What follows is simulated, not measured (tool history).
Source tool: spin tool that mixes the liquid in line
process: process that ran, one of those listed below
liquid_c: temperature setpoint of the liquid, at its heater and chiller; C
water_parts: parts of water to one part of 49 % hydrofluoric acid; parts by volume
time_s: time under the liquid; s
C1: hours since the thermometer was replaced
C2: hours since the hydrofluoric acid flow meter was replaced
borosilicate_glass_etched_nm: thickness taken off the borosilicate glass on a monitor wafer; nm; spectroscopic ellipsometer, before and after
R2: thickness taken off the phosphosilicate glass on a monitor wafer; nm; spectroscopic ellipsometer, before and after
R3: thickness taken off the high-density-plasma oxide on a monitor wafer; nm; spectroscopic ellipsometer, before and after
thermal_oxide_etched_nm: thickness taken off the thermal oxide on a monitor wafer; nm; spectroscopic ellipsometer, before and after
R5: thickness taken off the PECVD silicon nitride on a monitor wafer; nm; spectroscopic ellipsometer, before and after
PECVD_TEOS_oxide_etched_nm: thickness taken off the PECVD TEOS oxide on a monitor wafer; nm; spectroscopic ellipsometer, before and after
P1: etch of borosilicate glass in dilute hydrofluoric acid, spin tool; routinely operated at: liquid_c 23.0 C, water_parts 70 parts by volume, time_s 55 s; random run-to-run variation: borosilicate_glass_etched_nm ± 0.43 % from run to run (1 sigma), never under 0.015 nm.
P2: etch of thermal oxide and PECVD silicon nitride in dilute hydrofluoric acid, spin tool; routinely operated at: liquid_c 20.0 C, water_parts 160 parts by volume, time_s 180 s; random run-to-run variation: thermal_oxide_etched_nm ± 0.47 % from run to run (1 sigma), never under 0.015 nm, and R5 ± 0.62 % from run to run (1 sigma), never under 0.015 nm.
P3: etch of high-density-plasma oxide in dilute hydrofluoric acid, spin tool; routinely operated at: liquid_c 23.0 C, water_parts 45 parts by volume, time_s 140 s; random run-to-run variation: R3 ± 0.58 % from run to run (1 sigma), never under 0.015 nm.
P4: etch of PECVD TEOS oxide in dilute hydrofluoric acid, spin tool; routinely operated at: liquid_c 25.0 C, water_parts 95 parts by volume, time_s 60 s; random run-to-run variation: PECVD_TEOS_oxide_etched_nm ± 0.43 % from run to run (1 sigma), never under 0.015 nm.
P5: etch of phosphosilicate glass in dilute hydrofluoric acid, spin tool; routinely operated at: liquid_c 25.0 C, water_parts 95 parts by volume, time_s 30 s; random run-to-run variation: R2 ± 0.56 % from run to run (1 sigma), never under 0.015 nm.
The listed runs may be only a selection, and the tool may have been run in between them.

run 1 hour=11.8 | process=P1 liquid_c=23.0 water_parts=70 time_s=55 | C1=1761.2 C2=540.2 | borosilicate_glass_etched_nm=41.671
run 2 hour=18.0 | process=P1 liquid_c=23.0 water_parts=70 time_s=55 | C1=1767.4 C2=546.4 | borosilicate_glass_etched_nm=41.631
run 3 hour=27.4 | process=P5 liquid_c=25.0 water_parts=95 time_s=30 | C1=1776.8 C2=555.8 | R2=19.701
run 4 hour=33.3 | process=P3 liquid_c=18.0 water_parts=45 time_s=140 | C1=1782.7 C2=561.7 | R3=27.448
run 5 hour=39.6 | process=P3 liquid_c=23.0 water_parts=45 time_s=140 | C1=1789.0 C2=568.0 | R3=34.314
run 6 hour=46.6 | process=P1 liquid_c=23.0 water_parts=70 time_s=20 | C1=1796.0 C2=575.0 | borosilicate_glass_etched_nm=15.190
run 7 hour=57.9 | process=P2 liquid_c=20.0 water_parts=160 time_s=180 | C1=1807.3 C2=586.3 | thermal_oxide_etched_nm=4.5384 R5=4.8751
run 8 hour=64.1 | process=P5 liquid_c=25.0 water_parts=95 time_s=60 | C1=1813.5 C2=592.5 | R2=39.771
run 9 hour=69.9 | process=P1 liquid_c=23.0 water_parts=70 time_s=55 | C1=1819.3 C2=598.3 | borosilicate_glass_etched_nm=41.669
run 10 hour=78.0 | process=P4 liquid_c=25.0 water_parts=95 time_s=60 | C1=1827.4 C2=606.4 | PECVD_TEOS_oxide_etched_nm=9.9799
run 11 hour=87.4 | process=P3 liquid_c=23.0 water_parts=65 time_s=140 | C1=1836.8 C2=615.8 | R3=23.121
run 12 hour=95.2 | process=P3 liquid_c=23.0 water_parts=45 time_s=140 | C1=1844.6 C2=623.6 | R3=33.634
run 13 hour=100.9 | process=P1 liquid_c=23.0 water_parts=100 time_s=55 | C1=1850.3 C2=629.3 | borosilicate_glass_etched_nm=28.187
run 14 hour=110.4 | process=P1 liquid_c=27.5 water_parts=70 time_s=55 | C1=1859.8 C2=638.8 | borosilicate_glass_etched_nm=50.375
run 15 hour=118.5 | process=P1 liquid_c=23.0 water_parts=110 time_s=95 | C1=1867.9 C2=646.9 | borosilicate_glass_etched_nm=43.792
run 16 hour=126.5 | process=P2 liquid_c=17.0 water_parts=160 time_s=180 | C1=1875.9 C2=654.9 | thermal_oxide_etched_nm=4.0276 R5=4.0067
run 17 hour=134.5 | process=P2 liquid_c=20.0 water_parts=280 time_s=180 | C1=1883.9 C2=662.9 | thermal_oxide_etched_nm=2.2655 R5=2.8309
run 18 hour=140.3 | process=P4 liquid_c=25.0 water_parts=95 time_s=15 | C1=1889.7 C2=668.7 | PECVD_TEOS_oxide_etched_nm=2.5089
run 19 hour=151.5 | process=P3 liquid_c=23.0 water_parts=45 time_s=205 | C1=1900.9 C2=679.9 | R3=50.116
run 20 hour=161.4 | process=P5 liquid_c=25.0 water_parts=135 time_s=30 | C1=1910.8 C2=689.8 | R2=13.383
run 21 hour=172.7 | process=P1 liquid_c=17.0 water_parts=70 time_s=55 | C1=1922.1 C2=701.1 | borosilicate_glass_etched_nm=32.219
run 22 hour=181.0 | process=P4 liquid_c=25.0 water_parts=180 time_s=60 | C1=1930.4 C2=709.4 | PECVD_TEOS_oxide_etched_nm=4.7884

Run 23, settings as shown, results not yet in. Your forecast:
run 23 hour=187.1 | process=P4 liquid_c=30.5 water_parts=95 time_s=60 | C1=1936.5 C2=715.5 | PECVD_TEOS_oxide_etched_nm=?

{"run 23": {"PECVD_TEOS_oxide_etched_nm": 12.388}}

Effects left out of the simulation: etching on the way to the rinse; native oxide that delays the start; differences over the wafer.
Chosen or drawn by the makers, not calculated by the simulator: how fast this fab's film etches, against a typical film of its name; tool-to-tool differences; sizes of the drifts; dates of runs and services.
